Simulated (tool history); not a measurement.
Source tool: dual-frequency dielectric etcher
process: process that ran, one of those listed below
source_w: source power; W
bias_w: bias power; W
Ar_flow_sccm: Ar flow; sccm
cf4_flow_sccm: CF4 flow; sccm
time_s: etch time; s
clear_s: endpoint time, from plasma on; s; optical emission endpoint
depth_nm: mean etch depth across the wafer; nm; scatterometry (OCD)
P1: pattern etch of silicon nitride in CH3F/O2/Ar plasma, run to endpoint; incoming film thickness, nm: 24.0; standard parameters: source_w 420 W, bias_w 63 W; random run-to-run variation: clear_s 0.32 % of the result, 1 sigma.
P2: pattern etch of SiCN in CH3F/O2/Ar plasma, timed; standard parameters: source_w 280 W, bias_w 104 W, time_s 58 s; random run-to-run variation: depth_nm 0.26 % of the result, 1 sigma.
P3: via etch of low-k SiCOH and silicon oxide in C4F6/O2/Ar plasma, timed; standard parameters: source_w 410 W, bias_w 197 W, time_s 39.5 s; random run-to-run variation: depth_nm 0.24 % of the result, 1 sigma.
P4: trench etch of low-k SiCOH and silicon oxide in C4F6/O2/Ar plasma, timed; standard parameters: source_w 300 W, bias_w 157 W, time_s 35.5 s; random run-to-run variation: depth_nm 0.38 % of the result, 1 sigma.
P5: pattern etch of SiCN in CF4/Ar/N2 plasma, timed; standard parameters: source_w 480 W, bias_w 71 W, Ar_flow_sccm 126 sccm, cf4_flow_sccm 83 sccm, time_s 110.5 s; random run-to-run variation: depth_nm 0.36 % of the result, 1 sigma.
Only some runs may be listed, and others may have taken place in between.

{"run": 1, "hour": 6.8, "process": "P1", "source_w": 420, "bias_w": 63, "clear_s": 35.056}
{"run": 2, "hour": 14.6, "process": "P5", "source_w": 480, "bias_w": 42, "Ar_flow_sccm": 126, "cf4_flow_sccm": 83, "time_s": 110.5, "depth_nm": 82.43}
{"run": 3, "hour": 25.5, "process": "P4", "source_w": 300, "bias_w": 157, "time_s": 35.5, "depth_nm": 98.127}
{"run": 4, "hour": 34.1, "process": "P1", "source_w": 420, "bias_w": 63, "clear_s": 35.099}
{"run": 5, "hour": 45.5, "process": "P2", "source_w": 280, "bias_w": 104, "time_s": 58, "depth_nm": 21.796}
{"run": 6, "hour": 53.4, "process": "P2", "source_w": 280, "bias_w": 77, "time_s": 58, "depth_nm": 19.476}
{"run": 7, "hour": 60.0, "process": "P1", "source_w": 420, "bias_w": 63, "clear_s": 35.187}
{"run": 8, "hour": 65.3, "process": "P2", "source_w": 280, "bias_w": 104, "time_s": 34.5, "depth_nm": 12.958}
{"run": 9, "hour": 75.7, "process": "P2", "source_w": 280, "bias_w": 104, "time_s": 58, "depth_nm": 21.723}
{"run": 10, "hour": 80.8, "process": "P1", "source_w": 520, "bias_w": 63, "clear_s": 32.32}
{"run": 11, "hour": 88.1, "process": "P4", "source_w": 300, "bias_w": 157, "time_s": 44, "depth_nm": 120.95}
{"run": 12, "hour": 99.0, "process": "P4", "source_w": 180, "bias_w": 157, "time_s": 35.5, "depth_nm": 79.864}
{"run": 13, "hour": 104.1, "process": "P4", "source_w": 300, "bias_w": 128, "time_s": 35.5, "depth_nm": 91.727}
{"run": 14, "hour": 109.8, "process": "P1", "source_w": 420, "bias_w": 37, "clear_s": 41.482}
{"run": 15, "hour": 120.5, "process": "P4", "source_w": 300, "bias_w": 157, "time_s": 35.5, "depth_nm": 97.628}
{"run": 16, "hour": 126.6, "process": "P3", "source_w": 410, "bias_w": 157, "time_s": 39.5, "depth_nm": 99.264}
{"run": 17, "hour": 131.6, "process": "P1", "source_w": 530, "bias_w": 75, "clear_s": 30.276}
{"run": 18, "hour": 138.0, "process": "P5", "source_w": 300, "bias_w": 71, "Ar_flow_sccm": 126, "cf4_flow_sccm": 83, "time_s": 110.5, "depth_nm": 64.641}
{"run": 19, "hour": 147.7, "process": "P3", "source_w": 410, "bias_w": 197, "time_s": 39.5, "depth_nm": 107.08}
{"run": 20, "hour": 155.3, "process": "P5", "source_w": 480, "bias_w": 71, "Ar_flow_sccm": 86, "cf4_flow_sccm": 83, "time_s": 110.5, "depth_nm": 103.72}
{"run": 21, "hour": 162.6, "process": "P3", "source_w": 250, "bias_w": 197, "time_s": 39.5, "depth_nm": 88.179}
{"run": 22, "hour": 167.7, "process": "P5", "source_w": 480, "bias_w": 71, "Ar_flow_sccm": 126, "cf4_flow_sccm": 105, "time_s": 110.5, "depth_nm": 101.84}
{"run": 23, "hour": 174.6, "process": "P5", "source_w": 480, "bias_w": 71, "Ar_flow_sccm": 126, "cf4_flow_sccm": 83, "time_s": 162, "depth_nm": 142.98}
{"run": 24, "hour": 182.0, "process": "P5", "source_w": 480, "bias_w": 71, "Ar_flow_sccm": 126, "cf4_flow_sccm": 83, "time_s": 110.5, "depth_nm": 98.171}
{"run": 25, "hour": 189.2, "process": "P3", "source_w": 410, "bias_w": 197, "time_s": 23.5, "depth_nm": 63.216}
{"run": 26, "hour": 200.6, "process": "P1", "source_w": 270, "bias_w": 38, "clear_s": 48.666}
{"run": 27, "hour": 211.0, "process": "P1", "source_w": 420, "bias_w": 63, "clear_s": 35.071}
{"run": 28, "hour": 221.3, "process": "P1", "source_w": 420, "bias_w": 63, "clear_s": 35.151}
{"run": 29, "hour": 230.7, "process": "P2", "source_w": 200, "bias_w": 104, "time_s": 58, "depth_nm": 19.241}
{"run": 30, "hour": 239.4, "process": "P1", "source_w": 420, "bias_w": 85, "clear_s": 31.692}
{"run": 31, "hour": 249.1, "process": "P1", "source_w": 260, "bias_w": 63, "clear_s": 42.009}
{"run": 32, "hour": 257.2, "process": "P1", "source_w": 420, "bias_w": 63, "clear_s": 35.241}
{"run": 33, "hour": 262.5, "process": "P1", "source_w": 420, "bias_w": 63, "clear_s": 34.996}
{"run": 34, "hour": 271.7, "process": "P1", "source_w": 420, "bias_w": 63, "clear_s": 34.835}
{"run": 35, "hour": 277.3, "process": "P1", "source_w": 420, "bias_w": 63, "clear_s": 34.701}
{"run": 36, "hour": 288.5, "process": "P1", "source_w": 420, "bias_w": 63, "clear_s": 34.528}
{"run": 37, "hour": 293.8, "process": "P1", "source_w": 420, "bias_w": 63, "clear_s": 34.481}
{"run": 38, "hour": 300.3, "process": "P1", "source_w": 420, "bias_w": 63, "clear_s": 34.485}
{"hour": 308.2, "done": "wet clean of the chamber"}
{"run": 39, "hour": 309.5, "process": "P1", "source_w": 420, "bias_w": 63, "clear_s": 34.716}
{"run": 40, "hour": 319.2, "process": "P1", "source_w": 420, "bias_w": 63, "clear_s": 34.545}
{"run": 41, "hour": 326.8, "process": "P1", "source_w": 420, "bias_w": 63, "clear_s": 34.372}
{"run": 42, "hour": 332.7, "process": "P1", "source_w": 420, "bias_w": 63, "clear_s": 34.47}

What P1 gives has crept off from where it sat before. The 2 causes that follow fit the log equally well, each at the size noted:
A: bias power that arrives over what is set, % = 4.99
B: source power that arrives over what is set, % = 4.32
At approximately hour 257.2, the process output began to creep.
All other causes, with the reason each is excluded:
chamber walls in a state that raises the etch rate, %: maintenance at hour 308.2, after the shift began, did not return the process to its former output

The 4 check runs listed below each average the results of 2 wafers, and their outcomes are marked with question marks. Under which run would the listed causes produce clearly different results?
{"run": "check 1", "hour": 338.6, "process": "P5", "source_w": 480, "bias_w": 47, "Ar_flow_sccm": 126, "cf4_flow_sccm": 83, "time_s": 140.5, "depth_nm": "?"}
{"run": "check 2", "hour": 338.6, "process": "P4", "source_w": 180, "bias_w": 157, "time_s": 35.5, "depth_nm": "?"}
{"run": "check 3", "hour": 338.6, "process": "P2", "source_w": 280, "bias_w": 88, "time_s": 39, "depth_nm": "?"}
{"run": "check 4", "hour": 338.6, "process": "P3", "source_w": 260, "bias_w": 197, "time_s": 39.5, "depth_nm": "?"}

What every check run would give for each of its results, assuming each possible cause in turn:
check=check_1 result=depth_nm if_A=110.32 if_B=112.79
check=check_2 result=depth_nm if_A=81.649 if_B=81.682
check=check_3 result=depth_nm if_A=13.989 if_B=13.95
check=check_4 result=depth_nm if_A=91.003 if_B=91.004
Per-check spread between the two closest causes, in the result where they differ most: check 1 2.21 %; check 2 0.04 %; check 3 0.28 %; check 4 0 %
Check 1 is the one run that separates the causes; every other check would come out nearly the same whichever cause is at work.

Running check 1 produced the following: depth_nm 112.79 nm. Which one of the listed causes fits?

Of the candidate causes, it is B: source power that arrives over what is set, %.
